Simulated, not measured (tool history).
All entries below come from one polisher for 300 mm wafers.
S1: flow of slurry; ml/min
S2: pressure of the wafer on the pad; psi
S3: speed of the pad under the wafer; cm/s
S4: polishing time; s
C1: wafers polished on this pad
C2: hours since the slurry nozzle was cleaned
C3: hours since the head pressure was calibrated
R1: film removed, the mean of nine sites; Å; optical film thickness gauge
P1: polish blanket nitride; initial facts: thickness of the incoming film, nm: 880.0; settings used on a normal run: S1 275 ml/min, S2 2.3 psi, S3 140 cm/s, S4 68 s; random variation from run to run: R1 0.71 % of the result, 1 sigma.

| run | hour | S1 | S2 | S3 | S4 | C1 | C2 | C3 | R1 |
|---|---|---|---|---|---|---|---|---|---|
| 1 | 8.3 | 275 | 2.3 | 140 | 68 | 202 | 569.9 | 568.5 | 977.17 |
| 2 | 18.4 | 275 | 2.3 | 140 | 108 | 279 | 580 | 578.6 | 1585.4 |
| 3 | 30.4 | 275 | 2.3 | 140 | 68 | 371 | 592 | 590.6 | 993.59 |
| 4 | 39.5 | 275 | 2.3 | 140 | 68 | 440 | 601.1 | 599.7 | 986.65 |
| 5 | 47.2 | 360 | 2.3 | 140 | 68 | 499 | 608.8 | 607.4 | 1015.3 |
| 6 | 59.6 | 275 | 1.4 | 140 | 68 | 594 | 621.2 | 619.8 | 609.26 |
| 7 | 69.7 | 165 | 2.3 | 140 | 68 | 671 | 631.3 | 629.9 | 917.74 |
| 8 | 85.5 | 275 | 2.3 | 92 | 38 | 792 | 647.1 | 645.7 | 400.44 |
| 9 | 101.9 | 275 | 2.3 | 218 | 68 | 917 | 663.5 | 662.1 | 1414.5 |
| 10 | 109 | 275 | 1.1 | 98 | 68 | 971 | 670.6 | 669.2 | 357.96 |
| 11 | 116.4 | 275 | 2.3 | 140 | 43 | 1028 | 678 | 676.6 | 633.6 |

Forecast run 12:
| 12 | 130.9 | 275 | 3.4 | 140 | 68 | 1138 | 692.5 | 691.1 | ? |

{"run 12": {"R1": 1457.9}}
